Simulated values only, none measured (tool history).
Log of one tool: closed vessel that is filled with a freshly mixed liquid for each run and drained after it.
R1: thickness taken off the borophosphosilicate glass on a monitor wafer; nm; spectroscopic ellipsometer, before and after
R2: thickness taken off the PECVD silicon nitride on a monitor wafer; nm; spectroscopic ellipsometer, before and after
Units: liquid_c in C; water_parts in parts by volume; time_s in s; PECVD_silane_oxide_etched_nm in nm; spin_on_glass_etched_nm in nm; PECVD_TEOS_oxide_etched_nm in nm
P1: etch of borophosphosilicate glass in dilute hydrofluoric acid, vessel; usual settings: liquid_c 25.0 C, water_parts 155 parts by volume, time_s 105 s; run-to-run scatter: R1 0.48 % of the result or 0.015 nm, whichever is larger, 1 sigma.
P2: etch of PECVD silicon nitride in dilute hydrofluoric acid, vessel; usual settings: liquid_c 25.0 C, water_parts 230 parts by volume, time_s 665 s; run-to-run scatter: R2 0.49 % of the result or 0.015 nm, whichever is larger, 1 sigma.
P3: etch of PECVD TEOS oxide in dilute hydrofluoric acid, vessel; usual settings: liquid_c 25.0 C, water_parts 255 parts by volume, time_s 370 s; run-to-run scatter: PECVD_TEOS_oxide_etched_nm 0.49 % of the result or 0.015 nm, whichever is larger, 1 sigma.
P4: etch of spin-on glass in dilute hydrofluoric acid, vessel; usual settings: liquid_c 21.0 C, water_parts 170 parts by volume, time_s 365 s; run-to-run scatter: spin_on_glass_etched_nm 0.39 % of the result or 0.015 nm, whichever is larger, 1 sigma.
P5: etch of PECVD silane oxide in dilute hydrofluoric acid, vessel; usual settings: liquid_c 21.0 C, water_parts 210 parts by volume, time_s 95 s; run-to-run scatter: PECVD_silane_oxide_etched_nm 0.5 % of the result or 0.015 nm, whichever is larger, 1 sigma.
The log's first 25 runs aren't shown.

{"run": 26, "hour": 230.3, "process": "P3", "liquid_c": 20.0, "water_parts": 255, "time_s": 370, "PECVD_TEOS_oxide_etched_nm": 9.3265}
{"run": 27, "hour": 241.1, "process": "P1", "liquid_c": 25.0, "water_parts": 155, "time_s": 105, "R1": 33.147}
{"run": 28, "hour": 248.8, "process": "P3", "liquid_c": 25.0, "water_parts": 80, "time_s": 370, "PECVD_TEOS_oxide_etched_nm": 43.823}
{"run": 29, "hour": 256.5, "process": "P3", "liquid_c": 25.0, "water_parts": 255, "time_s": 75, "PECVD_TEOS_oxide_etched_nm": 2.2915}
{"run": 30, "hour": 267.1, "process": "P1", "liquid_c": 25.0, "water_parts": 85, "time_s": 105, "R1": 65.767}
{"run": 31, "hour": 275.5, "process": "P1", "liquid_c": 25.0, "water_parts": 155, "time_s": 105, "R1": 32.756}
{"run": 32, "hour": 286.8, "process": "P1", "liquid_c": 25.0, "water_parts": 155, "time_s": 105, "R1": 34.003}
{"run": 33, "hour": 297.8, "process": "P1", "liquid_c": 25.0, "water_parts": 155, "time_s": 105, "R1": 34.385}
{"run": 34, "hour": 303.2, "process": "P1", "liquid_c": 25.0, "water_parts": 155, "time_s": 105, "R1": 34.562}
{"run": 35, "hour": 312.6, "process": "P1", "liquid_c": 25.0, "water_parts": 155, "time_s": 105, "R1": 34.28}

Run 36 comes next. What will it give?
{"run": 36, "hour": 322.7, "process": "P1", "liquid_c": 25.0, "water_parts": 155, "time_s": 105, "R1": "?"}

{"run 36": {"R1": 34.725}}
